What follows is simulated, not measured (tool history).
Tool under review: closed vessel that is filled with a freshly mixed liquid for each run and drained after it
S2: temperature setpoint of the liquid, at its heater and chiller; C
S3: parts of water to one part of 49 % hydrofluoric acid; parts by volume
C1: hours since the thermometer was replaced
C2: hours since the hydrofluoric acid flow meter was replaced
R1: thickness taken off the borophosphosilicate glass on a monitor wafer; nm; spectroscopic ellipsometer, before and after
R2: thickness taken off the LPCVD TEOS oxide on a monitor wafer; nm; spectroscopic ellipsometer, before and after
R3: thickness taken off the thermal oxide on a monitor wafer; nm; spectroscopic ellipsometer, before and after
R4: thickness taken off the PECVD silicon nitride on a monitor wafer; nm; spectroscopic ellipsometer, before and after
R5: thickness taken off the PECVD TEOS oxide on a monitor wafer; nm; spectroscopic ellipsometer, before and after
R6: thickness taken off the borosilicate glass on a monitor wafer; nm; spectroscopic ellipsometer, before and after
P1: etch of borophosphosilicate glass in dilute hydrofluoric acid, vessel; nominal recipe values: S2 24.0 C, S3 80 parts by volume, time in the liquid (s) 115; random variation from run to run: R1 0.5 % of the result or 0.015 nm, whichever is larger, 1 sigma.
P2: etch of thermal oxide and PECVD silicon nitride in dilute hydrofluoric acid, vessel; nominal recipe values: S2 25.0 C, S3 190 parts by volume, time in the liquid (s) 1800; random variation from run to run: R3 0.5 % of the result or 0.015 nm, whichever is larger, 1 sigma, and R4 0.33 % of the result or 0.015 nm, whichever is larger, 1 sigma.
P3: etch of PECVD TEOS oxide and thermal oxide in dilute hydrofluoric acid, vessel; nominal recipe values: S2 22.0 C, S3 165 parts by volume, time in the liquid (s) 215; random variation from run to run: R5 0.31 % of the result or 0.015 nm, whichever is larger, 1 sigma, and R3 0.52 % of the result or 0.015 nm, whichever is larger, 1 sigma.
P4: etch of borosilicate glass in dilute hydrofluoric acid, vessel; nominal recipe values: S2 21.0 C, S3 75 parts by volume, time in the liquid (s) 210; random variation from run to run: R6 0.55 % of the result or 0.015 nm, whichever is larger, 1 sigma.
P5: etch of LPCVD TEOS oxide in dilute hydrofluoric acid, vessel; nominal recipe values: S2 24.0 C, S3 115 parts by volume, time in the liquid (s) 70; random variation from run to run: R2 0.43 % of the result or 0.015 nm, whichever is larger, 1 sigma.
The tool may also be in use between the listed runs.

{"run": 1, "hour": 13.9, "process that ran": "P1", "S2": 24.0, "S3": 80, "time in the liquid (s)": 115, "C1": 1674.6, "C2": 603.8, "R1": 55.34}
{"run": 2, "hour": 27.7, "process that ran": "P5", "S2": 24.0, "S3": 115, "time in the liquid (s)": 70, "C1": 1688.4, "C2": 617.6, "R2": 13.149}
{"run": 3, "hour": 43.1, "process that ran": "P2", "S2": 18.0, "S3": 190, "time in the liquid (s)": 1800, "C1": 1703.8, "C2": 633.0, "R3": 32.076, "R4": 18.467}
{"run": 4, "hour": 50.6, "process that ran": "P1", "S2": 24.0, "S3": 135, "time in the liquid (s)": 115, "C1": 1711.3, "C2": 640.5, "R1": 30.618}
{"run": 5, "hour": 67.0, "process that ran": "P2", "S2": 25.0, "S3": 190, "time in the liquid (s)": 1800, "C1": 1727.7, "C2": 656.9, "R3": 42.004, "R4": 29.057}
{"run": 6, "hour": 79.0, "process that ran": "P5", "S2": 24.0, "S3": 115, "time in the liquid (s)": 30, "C1": 1739.7, "C2": 668.9, "R2": 5.6182}
{"run": 7, "hour": 94.9, "process that ran": "P5", "S2": 32.0, "S3": 115, "time in the liquid (s)": 70, "C1": 1755.6, "C2": 684.8, "R2": 17.713}
{"run": 8, "hour": 102.5, "process that ran": "P3", "S2": 22.0, "S3": 165, "time in the liquid (s)": 215, "C1": 1763.2, "C2": 692.4, "R3": 5.5257, "R5": 9.7379}
{"run": 9, "hour": 114.6, "process that ran": "P3", "S2": 17.5, "S3": 165, "time in the liquid (s)": 215, "C1": 1775.3, "C2": 704.5, "R3": 4.7076, "R5": 8.2148}
{"run": 10, "hour": 129.1, "process that ran": "P4", "S2": 21.0, "S3": 75, "time in the liquid (s)": 210, "C1": 1789.8, "C2": 719.0, "R6": 53.461}
{"run": 11, "hour": 137.5, "process that ran": "P3", "S2": 22.0, "S3": 55, "time in the liquid (s)": 215, "C1": 1798.2, "C2": 727.4, "R3": 19.049, "R5": 33.353}
{"run": 12, "hour": 145.6, "process that ran": "P5", "S2": 24.0, "S3": 115, "time in the liquid (s)": 70, "C1": 1806.3, "C2": 735.5, "R2": 13.18}
{"run": 13, "hour": 158.2, "process that ran": "P1", "S2": 24.0, "S3": 80, "time in the liquid (s)": 115, "C1": 1818.9, "C2": 748.1, "R1": 55.046}
{"run": 14, "hour": 166.0, "process that ran": "P2", "S2": 25.0, "S3": 190, "time in the liquid (s)": 2790, "C1": 1826.7, "C2": 755.9, "R3": 65.346, "R4": 45.308}
{"run": 15, "hour": 182.0, "process that ran": "P1", "S2": 24.0, "S3": 80, "time in the liquid (s)": 115, "C1": 1842.7, "C2": 771.9, "R1": 55.31}
{"hour": 193.1, "done": "thermometer replaced"}
{"run": 16, "hour": 194.3, "process that ran": "P4", "S2": 21.0, "S3": 75, "time in the liquid (s)": 115, "C1": 1.2, "C2": 784.2, "R6": 29.484}
{"run": 17, "hour": 203.9, "process that ran": "P2", "S2": 25.0, "S3": 275, "time in the liquid (s)": 1800, "C1": 10.8, "C2": 793.8, "R3": 26.596, "R4": 20.091}
{"run": 18, "hour": 219.5, "process that ran": "P5", "S2": 24.0, "S3": 30, "time in the liquid (s)": 70, "C1": 26.4, "C2": 809.4, "R2": 55.81}
{"hour": 225.3, "done": "hydrofluoric acid flow meter replaced"}
{"run": 19, "hour": 229.5, "process that ran": "P1", "S2": 24.0, "S3": 80, "time in the liquid (s)": 115, "C1": 36.4, "C2": 4.3, "R1": 55.102}
{"run": 20, "hour": 243.8, "process that ran": "P1", "S2": 19.5, "S3": 80, "time in the liquid (s)": 60, "C1": 50.7, "C2": 18.6, "R1": 23.885}
{"run": 21, "hour": 252.2, "process that ran": "P1", "S2": 28.0, "S3": 80, "time in the liquid (s)": 115, "C1": 59.1, "C2": 27.0, "R1": 64.752}
{"run": 22, "hour": 260.2, "process that ran": "P1", "S2": 24.0, "S3": 25, "time in the liquid (s)": 115, "C1": 67.1, "C2": 35.0, "R1": 189.54}
{"run": 23, "hour": 267.5, "process that ran": "P1", "S2": 24.0, "S3": 80, "time in the liquid (s)": 210, "C1": 74.4, "C2": 42.3, "R1": 100.28}
{"run": 24, "hour": 283.1, "process that ran": "P1", "S2": 24.0, "S3": 80, "time in the liquid (s)": 30, "C1": 90.0, "C2": 57.9, "R1": 14.31}
{"run": 25, "hour": 292.3, "process that ran": "P4", "S2": 21.0, "S3": 130, "time in the liquid (s)": 210, "C1": 99.2, "C2": 67.1, "R6": 28.955}
{"run": 26, "hour": 302.6, "process that ran": "P4", "S2": 21.0, "S3": 75, "time in the liquid (s)": 210, "C1": 109.5, "C2": 77.4, "R6": 54.308}
{"run": 27, "hour": 318.6, "process that ran": "P3", "S2": 22.0, "S3": 165, "time in the liquid (s)": 30, "C1": 125.5, "C2": 93.4, "R3": 0.77725, "R5": 1.3496}
{"run": 28, "hour": 330.4, "process that ran": "P2", "S2": 25.0, "S3": 190, "time in the liquid (s)": 1800, "C1": 137.3, "C2": 105.2, "R3": 41.974, "R4": 28.91}
{"run": 29, "hour": 343.2, "process that ran": "P1", "S2": 17.5, "S3": 80, "time in the liquid (s)": 115, "C1": 150.1, "C2": 118.0, "R1": 41.918}
{"run": 30, "hour": 355.8, "process that ran": "P4", "S2": 26.0, "S3": 75, "time in the liquid (s)": 210, "C1": 162.7, "C2": 130.6, "R6": 65.78}
{"run": 31, "hour": 369.4, "process that ran": "P1", "S2": 24.0, "S3": 80, "time in the liquid (s)": 115, "C1": 176.3, "C2": 144.2, "R1": 55.116}
{"run": 32, "hour": 379.0, "process that ran": "P1", "S2": 24.0, "S3": 80, "time in the liquid (s)": 115, "C1": 185.9, "C2": 153.8, "R1": 56.156}
{"run": 33, "hour": 389.8, "process that ran": "P1", "S2": 24.0, "S3": 80, "time in the liquid (s)": 115, "C1": 196.7, "C2": 164.6, "R1": 57.325}
{"run": 34, "hour": 404.6, "process that ran": "P1", "S2": 24.0, "S3": 80, "time in the liquid (s)": 115, "C1": 211.5, "C2": 179.4, "R1": 57.959}
{"run": 35, "hour": 412.2, "process that ran": "P1", "S2": 24.0, "S3": 80, "time in the liquid (s)": 115, "C1": 219.1, "C2": 187.0, "R1": 57.899}
{"run": 36, "hour": 426.6, "process that ran": "P1", "S2": 24.0, "S3": 80, "time in the liquid (s)": 115, "C1": 233.5, "C2": 201.4, "R1": 58.273}
{"run": 37, "hour": 440.1, "process that ran": "P1", "S2": 24.0, "S3": 80, "time in the liquid (s)": 115, "C1": 247.0, "C2": 214.9, "R1": 58.421}
{"run": 38, "hour": 448.3, "process that ran": "P1", "S2": 24.0, "S3": 80, "time in the liquid (s)": 115, "C1": 255.2, "C2": 223.1, "R1": 58.424}
{"run": 39, "hour": 460.0, "process that ran": "P1", "S2": 24.0, "S3": 80, "time in the liquid (s)": 115, "C1": 266.9, "C2": 234.8, "R1": 58.554}
{"run": 40, "hour": 473.5, "process that ran": "P1", "S2": 24.0, "S3": 80, "time in the liquid (s)": 115, "C1": 280.4, "C2": 248.3, "R1": 58.808}

P1 has crept away from where it was. The log is fitted equally well by each of these 2 causes, at the sizes shown:
A: liquid hotter than its thermometer reads (K) = 1.52
B: hydrofluoric acid flow above the setpoint (%) = 5.65
The drift started at roughly hour 369.4.

Of the 4 check runs listed below, each run on one wafer and each result written as a question mark, which would let you distinguish the listed causes because they would give clearly different results?
{"run": "check 1", "hour": 487.0, "process that ran": "P4", "S2": 21.0, "S3": 125, "time in the liquid (s)": 210, "R6": "?"}
{"run": "check 2", "hour": 487.0, "process that ran": "P2", "S2": 19.5, "S3": 190, "time in the liquid (s)": 1800, "R3": "?", "R4": "?"}
{"run": "check 3", "hour": 487.0, "process that ran": "P5", "S2": 31.0, "S3": 115, "time in the liquid (s)": 70, "R2": "?"}
{"run": "check 4", "hour": 487.0, "process that ran": "P3", "S2": 22.0, "S3": 85, "time in the liquid (s)": 215, "R3": "?", "R5": "?"}

What each check would give under each cause:
check=check_1 result=R6 if_A=32.395 if_B=32.457
check=check_2 result=R3 if_A=36.03500 if_B=36.25500
check=check_2 result=R4 if_A=22.530 if_B=21.506
check=check_3 result=R2 if_A=18.0030 if_B=18.1550
check=check_4 result=R3 if_A=12.61900 if_B=12.60600
check=check_4 result=R5 if_A=22.1910 if_B=22.1670
Gap, in per cent, between the two causes that each check separates least, read from the result that separates them most: check 1 0.19 %; check 2 4.65 %; check 3 0.84 %; check 4 0.11 %
The causes can be told apart only by check 2. The other checks would give nearly the same results under each of them.

Here is what check 2 returned: R3 35.96400 nm; R4 22.520 nm. Which cause is it?

Of the candidate causes, it is A: liquid hotter than its thermometer reads (K).
